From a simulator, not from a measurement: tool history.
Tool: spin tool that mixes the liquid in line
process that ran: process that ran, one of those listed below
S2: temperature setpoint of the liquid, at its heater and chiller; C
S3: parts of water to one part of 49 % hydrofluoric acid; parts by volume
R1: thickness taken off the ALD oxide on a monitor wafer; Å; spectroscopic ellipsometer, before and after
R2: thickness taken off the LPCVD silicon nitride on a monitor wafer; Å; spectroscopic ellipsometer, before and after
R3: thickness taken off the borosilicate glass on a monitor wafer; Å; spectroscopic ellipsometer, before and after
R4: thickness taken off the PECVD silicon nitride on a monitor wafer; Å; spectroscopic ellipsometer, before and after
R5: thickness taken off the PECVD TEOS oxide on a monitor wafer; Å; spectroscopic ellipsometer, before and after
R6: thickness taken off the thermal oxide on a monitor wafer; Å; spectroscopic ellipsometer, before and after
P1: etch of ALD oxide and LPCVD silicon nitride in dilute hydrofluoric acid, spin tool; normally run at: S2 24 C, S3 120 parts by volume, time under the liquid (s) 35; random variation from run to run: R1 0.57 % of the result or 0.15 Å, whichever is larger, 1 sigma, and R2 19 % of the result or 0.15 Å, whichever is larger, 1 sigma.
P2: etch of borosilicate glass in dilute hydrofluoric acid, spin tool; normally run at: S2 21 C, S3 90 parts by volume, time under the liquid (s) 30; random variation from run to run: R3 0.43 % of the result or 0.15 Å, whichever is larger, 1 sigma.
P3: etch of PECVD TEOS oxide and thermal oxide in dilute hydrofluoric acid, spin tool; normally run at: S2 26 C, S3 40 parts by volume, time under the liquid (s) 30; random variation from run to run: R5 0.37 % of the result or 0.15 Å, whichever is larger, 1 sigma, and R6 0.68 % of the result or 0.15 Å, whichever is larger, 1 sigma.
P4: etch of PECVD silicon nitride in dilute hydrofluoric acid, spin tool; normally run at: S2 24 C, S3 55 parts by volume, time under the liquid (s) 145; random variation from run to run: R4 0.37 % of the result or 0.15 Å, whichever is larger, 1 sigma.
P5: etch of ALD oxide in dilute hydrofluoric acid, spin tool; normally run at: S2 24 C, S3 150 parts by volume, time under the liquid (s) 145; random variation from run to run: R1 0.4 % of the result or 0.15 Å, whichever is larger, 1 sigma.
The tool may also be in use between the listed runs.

{"run": 1, "day": 0.192, "process that ran": "P1", "S2": 24, "S3": 120, "time under the liquid (s)": 35, "R1": 58.044, "R2": 1.3139}
{"run": 2, "day": 0.504, "process that ran": "P2", "S2": 21, "S3": 140, "time under the liquid (s)": 30, "R3": 49.427}
{"run": 3, "day": 0.767, "process that ran": "P1", "S2": 24, "S3": 70, "time under the liquid (s)": 35, "R1": 106.97, "R2": 3.2788}
{"run": 4, "day": 1.042, "process that ran": "P1", "S2": 24, "S3": 120, "time under the liquid (s)": 35, "R1": 57.985, "R2": 1.5091}
{"run": 5, "day": 1.346, "process that ran": "P4", "S2": 24, "S3": 80, "time under the liquid (s)": 145, "R4": 59.323}
{"run": 6, "day": 1.717, "process that ran": "P3", "S2": 26, "S3": 40, "time under the liquid (s)": 15, "R5": 88.229, "R6": 17.965}
{"run": 7, "day": 2.096, "process that ran": "P5", "S2": 24, "S3": 150, "time under the liquid (s)": 35, "R1": 34.576}
{"run": 8, "day": 2.279, "process that ran": "P4", "S2": 24, "S3": 55, "time under the liquid (s)": 145, "R4": 85.59}
{"run": 9, "day": 2.542, "process that ran": "P3", "S2": 26, "S3": 40, "time under the liquid (s)": 30, "R5": 176.04, "R6": 36.842}
{"run": 10, "day": 2.821, "process that ran": "P2", "S2": 21, "S3": 90, "time under the liquid (s)": 55, "R3": 148.16}
{"run": 11, "day": 3.129, "process that ran": "P5", "S2": 20, "S3": 150, "time under the liquid (s)": 145, "R1": 123.8}
{"run": 12, "day": 3.317, "process that ran": "P3", "S2": 26, "S3": 40, "time under the liquid (s)": 30, "R5": 176.53, "R6": 36.157}
{"run": 13, "day": 3.588, "process that ran": "P4", "S2": 31.5, "S3": 55, "time under the liquid (s)": 145, "R4": 139.55}
{"run": 14, "day": 3.929, "process that ran": "P5", "S2": 24, "S3": 50, "time under the liquid (s)": 145, "R1": 488.55}
{"run": 15, "day": 4.217, "process that ran": "P1", "S2": 24, "S3": 120, "time under the liquid (s)": 35, "R1": 58.198, "R2": 1.6385}
{"run": 16, "day": 4.558, "process that ran": "P2", "S2": 21, "S3": 90, "time under the liquid (s)": 30, "R3": 81.11}
{"day": 4.729, "done": "hydrofluoric acid flow meter replaced"}
{"run": 17, "day": 4.925, "process that ran": "P1", "S2": 19.5, "S3": 120, "time under the liquid (s)": 35, "R1": 48.821, "R2": 1.3491}
{"run": 18, "day": 5.321, "process that ran": "P1", "S2": 24, "S3": 120, "time under the liquid (s)": 35, "R1": 58.521, "R2": 1.0725}
{"run": 19, "day": 5.517, "process that ran": "P2", "S2": 21, "S3": 90, "time under the liquid (s)": 30, "R3": 81.512}
{"run": 20, "day": 5.842, "process that ran": "P1", "S2": 24, "S3": 120, "time under the liquid (s)": 20, "R1": 33.675, "R2": 0.60416}
{"run": 21, "day": 6.212, "process that ran": "P1", "S2": 29, "S3": 120, "time under the liquid (s)": 35, "R1": 70.753, "R2": 2.4763}
{"run": 22, "day": 6.429, "process that ran": "P3", "S2": 18.5, "S3": 40, "time under the liquid (s)": 30, "R5": 129.07, "R6": 26.813}
{"run": 23, "day": 6.658, "process that ran": "P3", "S2": 26, "S3": 75, "time under the liquid (s)": 30, "R5": 89.531, "R6": 18.205}
{"run": 24, "day": 6.888, "process that ran": "P5", "S2": 24, "S3": 150, "time under the liquid (s)": 145, "R1": 145.4}
{"run": 25, "day": 7.067, "process that ran": "P1", "S2": 30, "S3": 120, "time under the liquid (s)": 15, "R1": 31.386, "R2": 0.91892}
{"run": 26, "day": 7.475, "process that ran": "P2", "S2": 28, "S3": 90, "time under the liquid (s)": 30, "R3": 107.69}
{"run": 27, "day": 7.767, "process that ran": "P5", "S2": 24, "S3": 150, "time under the liquid (s)": 145, "R1": 145.04}

The next listed run, before its measurement:
{"run": 28, "day": 8.15, "process that ran": "P4", "S2": 24, "S3": 55, "time under the liquid (s)": 55, "R4": "?"}

Run 28 gave R4 32.119 Å.

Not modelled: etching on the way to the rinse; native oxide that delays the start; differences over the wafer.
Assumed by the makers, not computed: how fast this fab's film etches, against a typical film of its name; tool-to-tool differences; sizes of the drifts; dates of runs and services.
